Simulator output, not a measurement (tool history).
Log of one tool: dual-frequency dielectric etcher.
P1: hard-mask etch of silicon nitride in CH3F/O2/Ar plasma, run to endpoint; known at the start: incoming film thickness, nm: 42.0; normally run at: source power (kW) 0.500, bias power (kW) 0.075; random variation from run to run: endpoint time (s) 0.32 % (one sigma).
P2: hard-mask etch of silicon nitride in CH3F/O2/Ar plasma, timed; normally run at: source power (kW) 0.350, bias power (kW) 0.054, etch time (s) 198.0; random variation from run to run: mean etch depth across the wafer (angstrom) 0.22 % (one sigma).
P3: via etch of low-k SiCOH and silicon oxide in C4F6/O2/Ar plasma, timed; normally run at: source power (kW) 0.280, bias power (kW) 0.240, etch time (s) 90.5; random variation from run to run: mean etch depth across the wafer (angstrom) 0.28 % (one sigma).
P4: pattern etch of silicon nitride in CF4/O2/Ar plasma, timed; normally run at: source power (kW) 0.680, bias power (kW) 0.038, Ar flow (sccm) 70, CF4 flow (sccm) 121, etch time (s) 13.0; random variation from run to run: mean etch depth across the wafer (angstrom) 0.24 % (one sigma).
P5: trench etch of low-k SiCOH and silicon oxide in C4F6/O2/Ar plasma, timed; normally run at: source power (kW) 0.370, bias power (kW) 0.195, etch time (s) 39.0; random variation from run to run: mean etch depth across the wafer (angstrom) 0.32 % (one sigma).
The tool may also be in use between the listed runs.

run,day,process that ran,source power (kW),bias power (kW),etch time (s),Ar flow (sccm),CF4 flow (sccm),hours since the last wet clean,hours since the last source power generator calibration,hours since the last bias power generator calibration,endpoint time (s),mean etch depth across the wafer (angstrom)
1,0.233,P1,0.500,0.075,,,,81.2,2471.9,535.6,54.913,
2,0.546,P1,0.500,0.075,,,,88.7,2479.4,543.1,54.778,
3,0.871,P2,0.350,0.054,198.0,,,96.5,2487.2,550.9,,1188.40
4,1.129,P4,0.680,0.038,19.5,70,121,102.7,2493.4,557.1,,472.24
5,1.492,P4,0.680,0.053,13.0,70,121,111.4,2502.1,565.8,,352.87
6,1.829,P1,0.500,0.075,,,,119.5,2510.2,573.9,54.701,
7,2.079,P1,0.500,0.099,,,,125.5,2516.2,579.9,49.453,
8,2.342,P2,0.350,0.067,198.0,,,131.8,2522.5,586.2,,1273.10
9,2.554,P1,0.700,0.075,,,,136.9,2527.6,591.3,48.084,
10,2.783,P4,0.520,0.038,13.0,70,121,142.4,2533.1,596.8,,247.93
11,3.000,P2,0.200,0.054,198.0,,,147.6,2538.3,602.0,,954.08
# day 3.021: wet clean of the chamber
12,3.342,P3,0.200,0.240,90.5,,,7.7,2546.5,610.2,,2142.40
13,3.625,P3,0.280,0.240,90.5,,,14.5,2553.3,617.0,,2432.50
14,3.892,P3,0.280,0.143,90.5,,,20.9,2559.7,623.4,,2044.00
15,4.117,P1,0.500,0.075,,,,26.3,2565.1,628.8,54.629,
16,4.388,P1,0.410,0.075,,,,32.8,2571.6,635.3,58.818,
17,4.767,P4,0.680,0.038,13.0,70,121,41.9,2580.7,644.4,,313.81
18,4.983,P4,0.680,0.038,13.0,70,84,47.1,2585.9,649.6,,301.76
19,5.367,P2,0.350,0.054,110.0,,,56.3,2595.1,658.8,,660.27
20,5.812,P1,0.390,0.050,,,,67.0,2605.8,669.5,68.517,
21,6.088,P1,0.410,0.097,,,,73.6,2612.4,676.1,53.598,
22,6.558,P5,0.370,0.195,39.0,,,84.9,2623.7,687.4,,1244.20
23,7.000,P5,0.480,0.195,39.0,,,95.5,2634.3,698.0,,1378.50
24,7.321,P1,0.500,0.044,,,,103.2,2642.0,705.7,64.913,
25,7.592,P5,0.370,0.260,39.0,,,109.7,2648.5,712.2,,1366.80
26,8.029,P5,0.370,0.195,26.0,,,120.2,2659.0,722.7,,826.70
27,8.396,P1,0.670,0.088,,,,129.0,2667.8,731.5,46.260,
28,8.821,P1,0.500,0.075,,,,139.2,2678.0,741.7,54.591,
29,9.271,P3,0.280,0.240,133.5,,,150.0,2688.8,752.5,,3575.50
30,9.492,P4,0.680,0.038,13.0,88,121,155.3,2694.1,757.8,,305.33
31,9.829,P1,0.500,0.075,,,,163.4,2702.2,765.9,54.550,
32,10.258,P1,0.500,0.075,,,,173.7,2712.5,776.2,54.531,
33,10.629,P1,0.500,0.075,,,,182.6,2721.4,785.1,54.303,
34,11.054,P1,0.500,0.075,,,,192.8,2731.6,795.3,53.909,
35,11.471,P1,0.500,0.075,,,,202.8,2741.6,805.3,53.882,
36,11.679,P1,0.500,0.075,,,,207.8,2746.6,810.3,53.945,
37,11.904,P1,0.500,0.075,,,,213.2,2752.0,815.7,54.400,
38,12.283,P1,0.500,0.075,,,,222.3,2761.1,824.8,53.691,
# day 12.696: wet clean of the chamber
39,12.712,P1,0.500,0.075,,,,0.5,2771.4,835.1,54.168,
40,12.996,P1,0.500,0.075,,,,7.3,2778.2,841.9,53.841,
41,13.279,P1,0.500,0.075,,,,14.1,2785.0,848.7,53.904,
42,13.725,P1,0.500,0.075,,,,24.8,2795.7,859.4,53.944,

What P1 gives has crept away from where it was. These 2 causes fit the log equally well, each at the size given:
A: source power that arrives over what is set, % = 4.24
B: bias power that arrives over what is set, % = 4.73
The creep began at about day 9.829.
Why every other cause is out:
chamber walls in a state that raises the etch rate, %: serviced at day 12.696, which brought nothing back

4 check runs are offered, one wafer each, their results left as question marks. Which one tells the causes apart?
check 1,14.171,P3,0.210,0.240,132.5,,,,,,,?
check 2,14.171,P4,0.680,0.048,13.0,70,121,,,,,?
check 3,14.171,P2,0.350,0.054,132.0,,,,,,,?
check 4,14.171,P5,0.480,0.253,39.0,,,,,,,?

What each check would give under each cause:
check,result,if A,if B
check 1,mean etch depth across the wafer (angstrom),3238.30,3239.80
check 2,mean etch depth across the wafer (angstrom),352.38,345.11
check 3,mean etch depth across the wafer (angstrom),803.13,802.36
check 4,mean etch depth across the wafer (angstrom),1521.50,1520.90
How far apart the two closest causes lie, in the result that separates them most: check 1 0.05 %; check 2 2.09 %; check 3 0.1 %; check 4 0.04 %
Check 2 tells the causes apart: in the others they would give nearly the same result.

Check 2 was then run and gave: mean etch depth across the wafer (angstrom) 352.31. Which cause is it?

It is A: source power that arrives over what is set, %.
